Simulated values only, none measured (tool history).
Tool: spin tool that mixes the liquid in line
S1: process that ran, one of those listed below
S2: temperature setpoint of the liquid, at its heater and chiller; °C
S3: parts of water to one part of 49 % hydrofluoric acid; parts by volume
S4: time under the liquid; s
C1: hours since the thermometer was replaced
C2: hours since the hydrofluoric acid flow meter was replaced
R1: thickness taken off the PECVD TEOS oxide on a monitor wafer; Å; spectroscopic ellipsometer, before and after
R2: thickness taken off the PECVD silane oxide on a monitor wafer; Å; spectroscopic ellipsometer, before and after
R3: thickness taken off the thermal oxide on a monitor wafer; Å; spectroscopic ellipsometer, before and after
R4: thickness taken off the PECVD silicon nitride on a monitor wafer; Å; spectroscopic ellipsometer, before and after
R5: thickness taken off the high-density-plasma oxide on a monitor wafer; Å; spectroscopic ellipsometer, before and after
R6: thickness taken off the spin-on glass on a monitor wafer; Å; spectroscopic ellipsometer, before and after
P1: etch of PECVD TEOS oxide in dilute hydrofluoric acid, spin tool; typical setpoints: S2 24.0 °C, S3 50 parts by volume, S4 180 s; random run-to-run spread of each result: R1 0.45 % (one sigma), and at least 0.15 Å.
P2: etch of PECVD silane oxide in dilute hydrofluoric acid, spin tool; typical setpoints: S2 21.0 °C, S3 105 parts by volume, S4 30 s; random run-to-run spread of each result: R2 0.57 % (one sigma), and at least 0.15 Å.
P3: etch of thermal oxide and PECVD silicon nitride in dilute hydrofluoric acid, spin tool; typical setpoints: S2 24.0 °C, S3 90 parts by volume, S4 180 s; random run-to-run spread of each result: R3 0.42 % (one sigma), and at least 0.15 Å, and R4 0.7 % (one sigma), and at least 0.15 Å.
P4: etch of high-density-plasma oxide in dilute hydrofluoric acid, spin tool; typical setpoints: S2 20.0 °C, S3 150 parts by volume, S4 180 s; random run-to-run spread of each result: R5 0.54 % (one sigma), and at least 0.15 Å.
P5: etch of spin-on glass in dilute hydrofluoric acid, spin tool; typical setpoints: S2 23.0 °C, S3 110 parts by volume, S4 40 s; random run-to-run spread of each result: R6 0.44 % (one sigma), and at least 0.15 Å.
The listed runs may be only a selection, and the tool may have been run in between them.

run,hour,S1,S2,S3,S4,C1,C2,R1,R2,R3,R4,R5,R6
1,6.0,P1,24.0,50,180,168.1,159.0,536.08,,,,,
2,14.5,P1,24.0,50,40,176.6,167.5,118.63,,,,,
3,19.2,P2,21.0,105,45,181.3,172.2,,194.520,,,,
4,26.5,P1,24.0,50,180,188.6,179.5,532.09,,,,,
5,34.9,P3,24.0,90,65,197.0,187.9,,,33.475,13.575,,
6,40.0,P1,24.0,50,180,202.1,193.0,534.68,,,,,
7,46.3,P1,24.0,50,180,208.4,199.3,533.49,,,,,
8,52.3,P1,28.0,30,180,214.4,205.3,1083.60,,,,,
9,59.5,P1,24.0,90,180,221.6,212.5,283.76,,,,,
10,66.7,P1,19.5,50,180,228.8,219.7,444.78,,,,,
11,75.4,P4,20.0,50,180,237.5,228.4,,,,,245.790,
12,82.3,P3,24.0,35,180,244.4,235.3,,,258.150,95.782,,
13,91.2,P1,24.0,50,180,253.3,244.2,537.32,,,,,
14,97.0,P2,21.0,105,30,259.1,250.0,,130.010,,,,
15,103.5,P1,24.0,90,280,265.6,256.5,441.38,,,,,
16,110.8,P1,24.0,30,180,272.9,263.8,920.46,,,,,
17,118.5,P2,21.0,105,30,280.6,271.5,,130.180,,,,
18,124.6,P4,20.0,150,265,286.7,277.6,,,,,108.470,
19,128.8,P5,23.0,110,15,290.9,281.8,,,,,,52.415
20,132.7,P3,24.0,90,180,294.8,285.7,,,93.369,38.530,,
21,139.4,P4,20.0,150,180,301.5,292.4,,,,,73.715,
22,145.3,P1,24.0,50,180,307.4,298.3,533.71,,,,,
23,152.0,P1,24.0,80,255,314.1,305.0,454.37,,,,,
24,156.9,P1,24.0,50,355,319.0,309.9,1055.30,,,,,
25,162.1,P1,30.0,50,180,324.2,315.1,681.52,,,,,
26,170.1,P5,31.0,110,40,332.2,323.1,,,,,,188.750
27,179.2,P2,21.0,165,30,341.3,332.2,,78.107,,,,
28,186.7,P5,23.0,110,40,348.8,339.7,,,,,,139.240
29,195.0,P3,17.0,90,180,357.1,348.0,,,69.931,24.066,,
# hour 200.4: thermometer replaced
30,201.8,P4,25.5,150,180,1.4,354.8,,,,,90.534,
31,210.7,P5,23.0,170,40,10.3,363.7,,,,,,83.860
32,219.4,P3,24.0,90,180,19.0,372.4,,,92.853,38.073,,
33,228.3,P2,17.0,105,30,27.9,381.3,,109.350,,,,
34,236.7,P5,23.0,110,40,36.3,389.7,,,,,,139.820
35,243.8,P1,24.0,50,180,43.4,396.8,537.44,,,,,
36,251.1,P1,24.0,50,180,50.7,404.1,518.71,,,,,
37,255.5,P1,24.0,50,180,55.1,408.5,512.61,,,,,
38,261.2,P1,24.0,50,180,60.8,414.2,504.41,,,,,
39,266.4,P1,24.0,50,180,66.0,419.4,500.34,,,,,
40,271.2,P1,24.0,50,180,70.8,424.2,496.62,,,,,
41,279.6,P1,24.0,50,180,79.2,432.6,492.44,,,,,
42,287.6,P1,24.0,50,180,87.2,440.6,492.76,,,,,
43,295.3,P1,24.0,50,180,94.9,448.3,491.43,,,,,
44,302.1,P1,24.0,50,180,101.7,455.1,488.83,,,,,
45,306.5,P1,24.0,50,180,106.1,459.5,486.71,,,,,
46,310.5,P1,24.0,50,180,110.1,463.5,489.04,,,,,

What P1 gives has crept away from where it was. These 2 causes fit the log equally well, each at the size given:
A: liquid colder than its thermometer reads (K) = 2.26
B: hydrofluoric acid flow below the setpoint (%) = 8.38
The process output started creeping at around hour 243.8.

4 check runs are offered, one wafer each, their results left as question marks. Which one tells the causes apart?
check 1,314.5,P3,24.0,90,180,,,,,?,?,,
check 2,314.5,P2,21.0,105,30,,,,?,,,,
check 3,314.5,P5,23.0,110,40,,,,,,,,?
check 4,314.5,P4,20.0,150,180,,,,,,,?,

Expected result of each check under each candidate cause:
check,result,if A,if B
check 1,R3,85.076,84.517
check 1,R4,32.757,34.944
check 2,R2,118.570,117.900
check 3,R6,127.730,126.630
check 4,R5,66.863,66.149
Smallest distance between any two causes, each pair judged by its most separating result, in per cent: check 1 6.46 %; check 2 0.57 %; check 3 0.86 %; check 4 1.07 %
Only in check 1 would the causes give clearly different results; in the remaining checks their results would be nearly the same.

With check 1 done, the readings were: R3 84.157 Å; R4 32.422 Å. Identify which of the listed causes applies.

It was cause A: liquid colder than its thermometer reads (K).

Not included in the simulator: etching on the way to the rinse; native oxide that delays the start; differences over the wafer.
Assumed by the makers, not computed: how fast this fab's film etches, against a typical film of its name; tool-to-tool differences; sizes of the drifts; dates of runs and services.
